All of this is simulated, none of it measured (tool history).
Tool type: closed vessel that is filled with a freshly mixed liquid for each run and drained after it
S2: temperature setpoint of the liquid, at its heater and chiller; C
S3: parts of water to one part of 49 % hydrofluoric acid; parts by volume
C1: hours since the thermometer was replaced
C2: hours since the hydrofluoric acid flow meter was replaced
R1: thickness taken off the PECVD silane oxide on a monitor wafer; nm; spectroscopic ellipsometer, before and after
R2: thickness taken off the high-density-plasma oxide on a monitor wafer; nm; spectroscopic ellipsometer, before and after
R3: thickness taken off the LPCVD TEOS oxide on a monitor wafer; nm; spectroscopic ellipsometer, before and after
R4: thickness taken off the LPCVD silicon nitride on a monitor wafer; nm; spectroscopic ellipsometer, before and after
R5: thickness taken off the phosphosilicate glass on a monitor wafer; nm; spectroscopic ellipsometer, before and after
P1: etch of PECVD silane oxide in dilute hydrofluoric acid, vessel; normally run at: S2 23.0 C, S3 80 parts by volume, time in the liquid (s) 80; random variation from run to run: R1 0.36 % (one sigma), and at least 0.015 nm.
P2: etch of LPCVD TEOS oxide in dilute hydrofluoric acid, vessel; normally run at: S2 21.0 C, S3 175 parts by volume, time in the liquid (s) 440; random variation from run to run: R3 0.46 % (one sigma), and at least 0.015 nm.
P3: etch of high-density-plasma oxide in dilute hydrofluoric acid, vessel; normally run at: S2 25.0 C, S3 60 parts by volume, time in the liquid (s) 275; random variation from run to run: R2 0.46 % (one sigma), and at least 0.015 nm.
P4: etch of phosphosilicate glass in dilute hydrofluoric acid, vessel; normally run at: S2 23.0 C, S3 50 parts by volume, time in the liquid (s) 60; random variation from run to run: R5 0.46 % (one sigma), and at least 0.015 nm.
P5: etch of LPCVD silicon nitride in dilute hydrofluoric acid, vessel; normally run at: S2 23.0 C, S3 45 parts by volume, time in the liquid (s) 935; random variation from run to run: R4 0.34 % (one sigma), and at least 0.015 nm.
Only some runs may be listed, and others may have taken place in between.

run 1 hour=8.8 | process_that_ran=P1 S2=23.0 S3=80 time_in_the_liquid_(s)=80 | C1=467.2 C2=370.7 | R1=31.796
run 2 hour=17.2 | process_that_ran=P1 S2=23.0 S3=80 time_in_the_liquid_(s)=35 | C1=475.6 C2=379.1 | R1=13.853
run 3 hour=25.7 | process_that_ran=P3 S2=32.0 S3=60 time_in_the_liquid_(s)=275 | C1=484.1 C2=387.6 | R2=49.8930
run 4 hour=34.6 | process_that_ran=P2 S2=17.0 S3=175 time_in_the_liquid_(s)=440 | C1=493.0 C2=396.5 | R3=51.089
run 5 hour=39.7 | process_that_ran=P1 S2=23.0 S3=80 time_in_the_liquid_(s)=80 | C1=498.1 C2=401.6 | R1=31.638
run 6 hour=47.5 | process_that_ran=P1 S2=23.0 S3=80 time_in_the_liquid_(s)=80 | C1=505.9 C2=409.4 | R1=31.518
run 7 hour=51.5 | process_that_ran=P3 S2=25.0 S3=60 time_in_the_liquid_(s)=275 | C1=509.9 C2=413.4 | R2=37.9820
run 8 hour=60.8 | process_that_ran=P1 S2=23.0 S3=25 time_in_the_liquid_(s)=80 | C1=519.2 C2=422.7 | R1=108.230
run 9 hour=67.8 | process_that_ran=P5 S2=28.0 S3=45 time_in_the_liquid_(s)=935 | C1=526.2 C2=429.7 | R4=13.5900
run 10 hour=76.5 | process_that_ran=P4 S2=17.0 S3=50 time_in_the_liquid_(s)=60 | C1=534.9 C2=438.4 | R5=60.765
run 11 hour=82.7 | process_that_ran=P4 S2=23.0 S3=25 time_in_the_liquid_(s)=60 | C1=541.1 C2=444.6 | R5=160.980
run 12 hour=90.0 | process_that_ran=P5 S2=23.0 S3=80 time_in_the_liquid_(s)=935 | C1=548.4 C2=451.9 | R4=5.5516
run 13 hour=95.3 | process_that_ran=P1 S2=23.0 S3=25 time_in_the_liquid_(s)=30 | C1=553.7 C2=457.2 | R1=41.147
run 14 hour=104.2 | process_that_ran=P3 S2=25.0 S3=60 time_in_the_liquid_(s)=35 | C1=562.6 C2=466.1 | R2=4.7841
run 15 hour=110.0 | process_that_ran=P1 S2=23.0 S3=80 time_in_the_liquid_(s)=80 | C1=568.4 C2=471.9 | R1=31.649
run 16 hour=115.6 | process_that_ran=P5 S2=23.0 S3=45 time_in_the_liquid_(s)=935 | C1=574.0 C2=477.5 | R4=9.6949
run 17 hour=122.9 | process_that_ran=P1 S2=23.0 S3=80 time_in_the_liquid_(s)=80 | C1=581.3 C2=484.8 | R1=31.693
run 18 hour=132.0 | process_that_ran=P1 S2=23.0 S3=80 time_in_the_liquid_(s)=80 | C1=590.4 C2=493.9 | R1=31.684
run 19 hour=139.0 | process_that_ran=P1 S2=23.0 S3=80 time_in_the_liquid_(s)=130 | C1=597.4 C2=500.9 | R1=51.740
run 20 hour=143.9 | process_that_ran=P4 S2=23.0 S3=50 time_in_the_liquid_(s)=100 | C1=602.3 C2=505.8 | R5=130.290
-- hour=145.1 hydrofluoric acid flow meter replaced
run 21 hour=148.3 | process_that_ran=P1 S2=23.0 S3=80 time_in_the_liquid_(s)=80 | C1=606.7 C2=3.3 | R1=31.644
run 22 hour=152.7 | process_that_ran=P1 S2=23.0 S3=140 time_in_the_liquid_(s)=80 | C1=611.1 C2=7.7 | R1=16.916
run 23 hour=158.2 | process_that_ran=P1 S2=18.0 S3=80 time_in_the_liquid_(s)=80 | C1=616.6 C2=13.2 | R1=25.839
run 24 hour=164.7 | process_that_ran=P3 S2=25.0 S3=40 time_in_the_liquid_(s)=275 | C1=623.1 C2=19.7 | R2=58.3930
run 25 hour=172.6 | process_that_ran=P5 S2=23.0 S3=45 time_in_the_liquid_(s)=1610 | C1=631.0 C2=27.6 | R4=16.8290
run 26 hour=181.1 | process_that_ran=P5 S2=23.0 S3=45 time_in_the_liquid_(s)=935 | C1=639.5 C2=36.1 | R4=9.7151
run 27 hour=185.4 | process_that_ran=P2 S2=21.0 S3=175 time_in_the_liquid_(s)=225 | C1=643.8 C2=40.4 | R3=30.719
run 28 hour=193.7 | process_that_ran=P2 S2=21.0 S3=175 time_in_the_liquid_(s)=440 | C1=652.1 C2=48.7 | R3=59.915
run 29 hour=198.0 | process_that_ran=P2 S2=21.0 S3=55 time_in_the_liquid_(s)=440 | C1=656.4 C2=53.0 | R3=216.880
run 30 hour=204.8 | process_that_ran=P3 S2=25.0 S3=60 time_in_the_liquid_(s)=275 | C1=663.2 C2=59.8 | R2=37.6970
run 31 hour=209.9 | process_that_ran=P4 S2=23.0 S3=50 time_in_the_liquid_(s)=60 | C1=668.3 C2=64.9 | R5=77.754
run 32 hour=215.7 | process_that_ran=P1 S2=31.5 S3=80 time_in_the_liquid_(s)=80 | C1=674.1 C2=70.7 | R1=44.299
run 33 hour=221.0 | process_that_ran=P1 S2=23.0 S3=80 time_in_the_liquid_(s)=80 | C1=679.4 C2=76.0 | R1=31.812
run 34 hour=225.9 | process_that_ran=P1 S2=23.0 S3=80 time_in_the_liquid_(s)=80 | C1=684.3 C2=80.9 | R1=32.348
run 35 hour=234.8 | process_that_ran=P1 S2=23.0 S3=80 time_in_the_liquid_(s)=80 | C1=693.2 C2=89.8 | R1=32.948
run 36 hour=239.9 | process_that_ran=P1 S2=23.0 S3=80 time_in_the_liquid_(s)=80 | C1=698.3 C2=94.9 | R1=33.444
run 37 hour=249.0 | process_that_ran=P1 S2=23.0 S3=80 time_in_the_liquid_(s)=80 | C1=707.4 C2=104.0 | R1=33.987

Run 38 is up next; what results do you expect?
run 38 hour=257.2 | process_that_ran=P1 S2=23.0 S3=80 time_in_the_liquid_(s)=80 | C1=715.6 C2=112.2 | R1=?

Logged for run 38: R1 34.332 nm.

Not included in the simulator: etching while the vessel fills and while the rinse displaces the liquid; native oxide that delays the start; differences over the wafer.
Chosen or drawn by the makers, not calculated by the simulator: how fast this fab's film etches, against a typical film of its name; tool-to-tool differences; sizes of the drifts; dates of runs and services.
